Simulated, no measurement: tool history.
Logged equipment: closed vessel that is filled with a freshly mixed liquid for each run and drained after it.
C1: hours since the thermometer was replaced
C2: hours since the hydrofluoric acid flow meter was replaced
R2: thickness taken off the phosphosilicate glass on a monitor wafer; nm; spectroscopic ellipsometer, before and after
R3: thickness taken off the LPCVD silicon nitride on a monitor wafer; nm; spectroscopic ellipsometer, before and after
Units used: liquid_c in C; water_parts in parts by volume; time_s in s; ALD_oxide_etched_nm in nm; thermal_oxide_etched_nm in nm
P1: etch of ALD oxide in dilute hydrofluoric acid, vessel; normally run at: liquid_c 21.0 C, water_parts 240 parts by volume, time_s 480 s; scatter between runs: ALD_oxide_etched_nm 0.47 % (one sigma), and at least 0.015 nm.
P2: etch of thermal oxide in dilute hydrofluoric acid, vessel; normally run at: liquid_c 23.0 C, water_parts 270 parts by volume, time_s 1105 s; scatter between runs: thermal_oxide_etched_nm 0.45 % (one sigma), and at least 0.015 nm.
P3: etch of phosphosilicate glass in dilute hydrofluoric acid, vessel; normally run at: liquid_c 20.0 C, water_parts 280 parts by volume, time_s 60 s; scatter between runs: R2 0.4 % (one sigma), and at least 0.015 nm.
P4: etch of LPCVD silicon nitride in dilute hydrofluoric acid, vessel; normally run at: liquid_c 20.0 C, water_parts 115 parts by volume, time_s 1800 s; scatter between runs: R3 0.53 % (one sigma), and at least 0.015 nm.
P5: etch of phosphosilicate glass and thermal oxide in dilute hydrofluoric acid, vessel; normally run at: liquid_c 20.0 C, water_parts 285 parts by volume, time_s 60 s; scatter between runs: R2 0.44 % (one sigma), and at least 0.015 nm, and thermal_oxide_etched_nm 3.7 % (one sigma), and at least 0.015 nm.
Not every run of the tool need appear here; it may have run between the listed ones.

{"run": 1, "day": 0.675, "process": "P1", "liquid_c": 21.0, "water_parts": 240, "time_s": 480, "C1": 576.7, "C2": 480.6, "ALD_oxide_etched_nm": 18.109}
{"run": 2, "day": 0.996, "process": "P3", "liquid_c": 25.0, "water_parts": 280, "time_s": 60, "C1": 584.4, "C2": 488.3, "R2": 21.446}
{"run": 3, "day": 1.671, "process": "P1", "liquid_c": 21.0, "water_parts": 60, "time_s": 480, "C1": 600.6, "C2": 504.5, "ALD_oxide_etched_nm": 87.27}
{"run": 4, "day": 1.996, "process": "P1", "liquid_c": 21.0, "water_parts": 385, "time_s": 150, "C1": 608.4, "C2": 512.3, "ALD_oxide_etched_nm": 3.0981}
{"run": 5, "day": 2.612, "process": "P4", "liquid_c": 26.5, "water_parts": 115, "time_s": 1800, "C1": 623.2, "C2": 527.1, "R3": 8.5907}
{"run": 6, "day": 3.05, "process": "P2", "liquid_c": 23.0, "water_parts": 270, "time_s": 2065, "C1": 633.7, "C2": 537.6, "thermal_oxide_etched_nm": 28.977}
{"run": 7, "day": 3.579, "process": "P1", "liquid_c": 21.0, "water_parts": 240, "time_s": 480, "C1": 646.4, "C2": 550.3, "ALD_oxide_etched_nm": 18.043}
{"run": 8, "day": 4.133, "process": "P1", "liquid_c": 21.0, "water_parts": 240, "time_s": 205, "C1": 659.7, "C2": 563.6, "ALD_oxide_etched_nm": 7.7876}
{"run": 9, "day": 4.642, "process": "P4", "liquid_c": 20.0, "water_parts": 115, "time_s": 2775, "C1": 671.9, "C2": 575.8, "R3": 8.6386}
{"run": 10, "day": 5.308, "process": "P1", "liquid_c": 17.0, "water_parts": 240, "time_s": 480, "C1": 687.9, "C2": 591.8, "ALD_oxide_etched_nm": 15.533}
{"run": 11, "day": 5.804, "process": "P5", "liquid_c": 20.0, "water_parts": 285, "time_s": 60, "C1": 699.8, "C2": 603.7, "R2": 14.997, "thermal_oxide_etched_nm": 0.65224}
{"run": 12, "day": 6.225, "process": "P2", "liquid_c": 23.0, "water_parts": 270, "time_s": 1105, "C1": 709.9, "C2": 613.8, "thermal_oxide_etched_nm": 15.386}
{"run": 13, "day": 6.775, "process": "P4", "liquid_c": 20.0, "water_parts": 35, "time_s": 1800, "C1": 723.1, "C2": 627.0, "R3": 17.985}
{"run": 14, "day": 7.142, "process": "P1", "liquid_c": 21.0, "water_parts": 240, "time_s": 480, "C1": 731.9, "C2": 635.8, "ALD_oxide_etched_nm": 18.115}
{"run": 15, "day": 7.754, "process": "P1", "liquid_c": 21.0, "water_parts": 240, "time_s": 480, "C1": 746.6, "C2": 650.5, "ALD_oxide_etched_nm": 18.117}
{"run": 16, "day": 8.35, "process": "P1", "liquid_c": 28.5, "water_parts": 240, "time_s": 480, "C1": 760.9, "C2": 664.8, "ALD_oxide_etched_nm": 23.674}
{"run": 17, "day": 8.975, "process": "P1", "liquid_c": 21.0, "water_parts": 240, "time_s": 480, "C1": 775.9, "C2": 679.8, "ALD_oxide_etched_nm": 18.009}
{"run": 18, "day": 9.554, "process": "P1", "liquid_c": 21.0, "water_parts": 240, "time_s": 810, "C1": 789.8, "C2": 693.7, "ALD_oxide_etched_nm": 30.427}
{"run": 19, "day": 10.167, "process": "P3", "liquid_c": 20.0, "water_parts": 280, "time_s": 30, "C1": 804.5, "C2": 708.4, "R2": 8.9167}
{"run": 20, "day": 10.746, "process": "P4", "liquid_c": 20.0, "water_parts": 115, "time_s": 1800, "C1": 818.4, "C2": 722.3, "R3": 5.6692}
{"run": 21, "day": 11.246, "process": "P1", "liquid_c": 21.0, "water_parts": 60, "time_s": 205, "C1": 830.4, "C2": 734.3, "ALD_oxide_etched_nm": 37.524}
{"run": 22, "day": 11.592, "process": "P2", "liquid_c": 23.0, "water_parts": 385, "time_s": 1105, "C1": 838.7, "C2": 742.6, "thermal_oxide_etched_nm": 9.6921}
{"run": 23, "day": 12.083, "process": "P5", "liquid_c": 20.0, "water_parts": 285, "time_s": 30, "C1": 850.5, "C2": 754.4, "R2": 7.4713, "thermal_oxide_etched_nm": 0.35169}
{"run": 24, "day": 12.646, "process": "P5", "liquid_c": 20.0, "water_parts": 285, "time_s": 60, "C1": 864.0, "C2": 767.9, "R2": 15.062, "thermal_oxide_etched_nm": 0.71208}
{"run": 25, "day": 13.012, "process": "P2", "liquid_c": 29.0, "water_parts": 270, "time_s": 1105, "C1": 872.8, "C2": 776.7, "thermal_oxide_etched_nm": 18.971}
{"run": 26, "day": 13.658, "process": "P2", "liquid_c": 23.0, "water_parts": 270, "time_s": 1105, "C1": 888.3, "C2": 792.2, "thermal_oxide_etched_nm": 15.558}
{"run": 27, "day": 14.117, "process": "P1", "liquid_c": 21.0, "water_parts": 240, "time_s": 480, "C1": 899.3, "C2": 803.2, "ALD_oxide_etched_nm": 18.034}
{"run": 28, "day": 14.592, "process": "P5", "liquid_c": 17.0, "water_parts": 285, "time_s": 60, "C1": 910.7, "C2": 814.6, "R2": 13.436, "thermal_oxide_etched_nm": 0.61713}
{"run": 29, "day": 15.146, "process": "P1", "liquid_c": 21.0, "water_parts": 350, "time_s": 480, "C1": 924.0, "C2": 827.9, "ALD_oxide_etched_nm": 11.255}
{"run": 30, "day": 15.738, "process": "P5", "liquid_c": 20.0, "water_parts": 165, "time_s": 60, "C1": 938.2, "C2": 842.1, "R2": 29.016, "thermal_oxide_etched_nm": 1.3178}
{"run": 31, "day": 16.238, "process": "P1", "liquid_c": 21.0, "water_parts": 240, "time_s": 480, "C1": 950.2, "C2": 854.1, "ALD_oxide_etched_nm": 18.121}
{"run": 32, "day": 16.629, "process": "P3", "liquid_c": 20.0, "water_parts": 280, "time_s": 60, "C1": 959.6, "C2": 863.5, "R2": 17.878}
{"run": 33, "day": 17.025, "process": "P3", "liquid_c": 20.0, "water_parts": 280, "time_s": 60, "C1": 969.1, "C2": 873.0, "R2": 17.965}
{"run": 34, "day": 17.625, "process": "P3", "liquid_c": 20.0, "water_parts": 445, "time_s": 60, "C1": 983.5, "C2": 887.4, "R2": 9.7882}
{"run": 35, "day": 17.962, "process": "P4", "liquid_c": 20.0, "water_parts": 115, "time_s": 1800, "C1": 991.6, "C2": 895.5, "R3": 5.6462}
{"run": 36, "day": 18.596, "process": "P1", "liquid_c": 21.0, "water_parts": 240, "time_s": 480, "C1": 1006.8, "C2": 910.7, "ALD_oxide_etched_nm": 18.243}
{"run": 37, "day": 18.942, "process": "P1", "liquid_c": 21.0, "water_parts": 240, "time_s": 480, "C1": 1015.1, "C2": 919.0, "ALD_oxide_etched_nm": 18.504}
{"run": 38, "day": 19.308, "process": "P1", "liquid_c": 21.0, "water_parts": 240, "time_s": 480, "C1": 1023.9, "C2": 927.8, "ALD_oxide_etched_nm": 18.657}
{"run": 39, "day": 19.892, "process": "P1", "liquid_c": 21.0, "water_parts": 240, "time_s": 480, "C1": 1037.9, "C2": 941.8, "ALD_oxide_etched_nm": 18.868}
{"run": 40, "day": 20.192, "process": "P1", "liquid_c": 21.0, "water_parts": 240, "time_s": 480, "C1": 1045.1, "C2": 949.0, "ALD_oxide_etched_nm": 19.024}
{"run": 41, "day": 20.725, "process": "P1", "liquid_c": 21.0, "water_parts": 240, "time_s": 480, "C1": 1057.9, "C2": 961.8, "ALD_oxide_etched_nm": 19.239}
{"run": 42, "day": 21.354, "process": "P1", "liquid_c": 21.0, "water_parts": 240, "time_s": 480, "C1": 1073.0, "C2": 976.9, "ALD_oxide_etched_nm": 19.291}
{"run": 43, "day": 21.842, "process": "P1", "liquid_c": 21.0, "water_parts": 240, "time_s": 480, "C1": 1084.7, "C2": 988.6, "ALD_oxide_etched_nm": 19.157}
{"run": 44, "day": 22.417, "process": "P1", "liquid_c": 21.0, "water_parts": 240, "time_s": 480, "C1": 1098.5, "C2": 1002.4, "ALD_oxide_etched_nm": 19.265}

What P1 gives has crept away from where it was. These 2 causes fit the log equally well, each at the size given:
A: hydrofluoric acid flow above the setpoint (%) = 5.09
B: liquid hotter than its thermometer reads (K) = 1.65
The creep began at about day 18.596.

Which of the 4 check runs listed below separates the causes, so that each cause would produce a clearly different result? Each run uses one wafer, and its results are marked with question marks.
{"run": "check 1", "day": 22.992, "process": "P5", "liquid_c": 20.0, "water_parts": 285, "time_s": 60, "R2": "?", "thermal_oxide_etched_nm": "?"}
{"run": "check 2", "day": 22.992, "process": "P3", "liquid_c": 20.0, "water_parts": 280, "time_s": 60, "R2": "?"}
{"run": "check 3", "day": 22.992, "process": "P4", "liquid_c": 20.0, "water_parts": 115, "time_s": 1800, "R3": "?"}
{"run": "check 4", "day": 22.992, "process": "P2", "liquid_c": 23.0, "water_parts": 270, "time_s": 1105, "thermal_oxide_etched_nm": "?"}

Predicted outcomes, by check and by cause:
check=check_1 result=R2 if_A=15.9360 if_B=15.9030
check=check_1 result=thermal_oxide_etched_nm if_A=0.73910 if_B=0.73757
check=check_2 result=R2 if_A=19.0250 if_B=18.9920
check=check_3 result=R3 if_A=5.9041 if_B=6.2847
check=check_4 result=thermal_oxide_etched_nm if_A=16.45800 if_B=16.39100
Separation of the two closest causes in each check, using whichever result separates them best: check 1 0.21 %; check 2 0.17 %; check 3 6.25 %; check 4 0.41 %
Of the check runs offered, only check 3 discriminates between the causes; the rest would read about the same regardless of which cause applies.

The results of check 3 are: R3 5.8780 nm. Based on these, which of the listed causes is it?

Of the candidate causes, it is A: hydrofluoric acid flow above the setpoint (%).
